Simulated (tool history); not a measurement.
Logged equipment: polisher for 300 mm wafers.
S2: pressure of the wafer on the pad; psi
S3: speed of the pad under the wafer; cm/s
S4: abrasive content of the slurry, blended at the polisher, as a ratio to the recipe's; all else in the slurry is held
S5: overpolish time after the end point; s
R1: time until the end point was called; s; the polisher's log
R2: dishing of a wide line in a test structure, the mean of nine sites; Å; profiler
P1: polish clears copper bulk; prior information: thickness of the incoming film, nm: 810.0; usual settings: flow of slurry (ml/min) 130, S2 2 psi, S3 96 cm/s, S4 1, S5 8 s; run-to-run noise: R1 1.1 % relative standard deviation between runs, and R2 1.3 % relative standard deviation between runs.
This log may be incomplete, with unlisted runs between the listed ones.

run 1 hour=5.8 | flow_of_slurry_(ml/min)=130 S2=2 S3=96 S4=1 S5=8 | R1=106.45 R2=405.4
run 2 hour=12 | flow_of_slurry_(ml/min)=130 S2=3 S3=96 S4=1 S5=8 | R1=71.233 R2=573
run 3 hour=18.2 | flow_of_slurry_(ml/min)=130 S2=2.5 S3=64 S4=1 S5=8 | R1=128.54 R2=343.35
run 4 hour=24.4 | flow_of_slurry_(ml/min)=165 S2=1.2 S3=96 S4=1 S5=8 | R1=168.93 R2=259.5
run 5 hour=31.5 | flow_of_slurry_(ml/min)=130 S2=2 S3=96 S4=1.4 S5=8 | R1=100.42 R2=431.11
run 6 hour=37.7 | flow_of_slurry_(ml/min)=130 S2=2 S3=44 S4=1 S5=8 | R1=234.05 R2=202.14
run 7 hour=42.3 | flow_of_slurry_(ml/min)=130 S2=2 S3=140 S4=1 S5=8 | R1=72.52 R2=555.15
run 8 hour=46.8 | flow_of_slurry_(ml/min)=165 S2=2 S3=96 S4=1 S5=8 | R1=102.23 R2=417.26
run 9 hour=52.9 | flow_of_slurry_(ml/min)=130 S2=2 S3=96 S4=1 S5=16 | R1=106.36 R2=700.22
run 10 hour=57 | flow_of_slurry_(ml/min)=130 S2=2 S3=96 S4=1 S5=4 | R1=106.65 R2=213.63
run 11 hour=62 | flow_of_slurry_(ml/min)=130 S2=2 S3=96 S4=0.55 S5=8 | R1=120.23 R2=361.64
run 12 hour=66.5 | flow_of_slurry_(ml/min)=130 S2=2 S3=96 S4=1 S5=8 | R1=107.18 R2=399.3
run 13 hour=70.2 | flow_of_slurry_(ml/min)=130 S2=1.2 S3=96 S4=1 S5=8 | R1=181.89 R2=249.29
run 14 hour=74.7 | flow_of_slurry_(ml/min)=130 S2=2 S3=96 S4=1 S5=8 | R1=107.02 R2=400.42
run 15 hour=82 | flow_of_slurry_(ml/min)=130 S2=2 S3=96 S4=1 S5=8 | R1=106.74 R2=401
run 16 hour=86 | flow_of_slurry_(ml/min)=130 S2=2 S3=96 S4=1 S5=8 | R1=108.77 R2=399.08
run 17 hour=90.6 | flow_of_slurry_(ml/min)=80 S2=2 S3=96 S4=1 S5=8 | R1=121.16 R2=361.93
run 18 hour=96.8 | flow_of_slurry_(ml/min)=130 S2=2 S3=96 S4=1 S5=8 | R1=105.28 R2=401.07
run 19 hour=100.3 | flow_of_slurry_(ml/min)=130 S2=2 S3=96 S4=1 S5=8 | R1=109.29 R2=402.42
run 20 hour=104.6 | flow_of_slurry_(ml/min)=130 S2=2 S3=96 S4=1 S5=8 | R1=110.83 R2=386.03
run 21 hour=108.2 | flow_of_slurry_(ml/min)=130 S2=2 S3=96 S4=1 S5=8 | R1=111.67 R2=377.17
run 22 hour=112.9 | flow_of_slurry_(ml/min)=130 S2=2 S3=96 S4=1 S5=8 | R1=112.93 R2=382.07
-- hour=115 head pressure recalibrated
run 23 hour=117.4 | flow_of_slurry_(ml/min)=130 S2=2 S3=96 S4=1 S5=8 | R1=115.13 R2=381.54
run 24 hour=124.3 | flow_of_slurry_(ml/min)=130 S2=2 S3=96 S4=1 S5=8 | R1=116.29 R2=367.99
-- hour=127.2 slurry blender recalibrated
run 25 hour=128 | flow_of_slurry_(ml/min)=130 S2=2 S3=96 S4=1 S5=8 | R1=118.83 R2=363.82
run 26 hour=133.5 | flow_of_slurry_(ml/min)=130 S2=2 S3=96 S4=1 S5=8 | R1=116.26 R2=376.21
run 27 hour=140.3 | flow_of_slurry_(ml/min)=130 S2=2 S3=96 S4=1 S5=8 | R1=115.61 R2=369.1

Compared with where it was, what P1 gives has crept away. Each cause listed below fits the log as well as the rest, at the size given for it:
A: slurry flow missing at the pad, % = 32.5
B: removal rate lost through wear of the pad, % = 8.87
Creep in the process output first set in at about hour 96.8.
Every other cause this tool's parts could produce, and why it does not fit the log:
head's pressure below its setpoint, %: serviced at hour 115, after the change had begun; the process did not return to its earlier output
abrasive missing from the slurry, %: serviced at hour 127.2, after the change had begun; the process did not return to its earlier output

The 4 check runs listed below each average the results of 3 wafers, and their outcomes are marked with question marks. Under which run would the listed causes produce clearly different results?
run check 1 hour=147.1 | flow_of_slurry_(ml/min)=80 S2=2 S3=74 S4=1 S5=8 | R1=? R2=?
run check 2 hour=147.1 | flow_of_slurry_(ml/min)=130 S2=2 S3=96 S4=0.7 S5=16 | R1=? R2=?
run check 3 hour=147.1 | flow_of_slurry_(ml/min)=130 S2=2.5 S3=96 S4=1 S5=8 | R1=? R2=?
run check 4 hour=147.1 | flow_of_slurry_(ml/min)=130 S2=2 S3=96 S4=1.35 S5=8 | R1=? R2=?

How each check would come out, cause by cause:
check=check_1 result=R1 if_A=179.97 if_B=171.61
check=check_1 result=R2 if_A=254.03 if_B=265.19
check=check_2 result=R1 if_A=126.46 if_B=126.47
check=check_2 result=R2 if_A=610.75 if_B=610.72
check=check_3 result=R1 if_A=93.88 if_B=93.886
check=check_3 result=R2 if_A=454.35 if_B=454.33
check=check_4 result=R1 if_A=109.92 if_B=109.92
check=check_4 result=R2 if_A=391.92 if_B=391.9
Per-check spread between the two closest causes, in the result where they differ most: check 1 4.76 %; check 2 0.01 %; check 3 0.01 %; check 4 0.01 %
The other checks would show nearly matching results whichever cause is true, so check 1 is the only one that separates the causes.

Check 1 was carried out, with these results: R1 179.43 s; R2 255.1 Å. Which of the listed causes is responsible?

A is the cause: slurry flow missing at the pad, %.
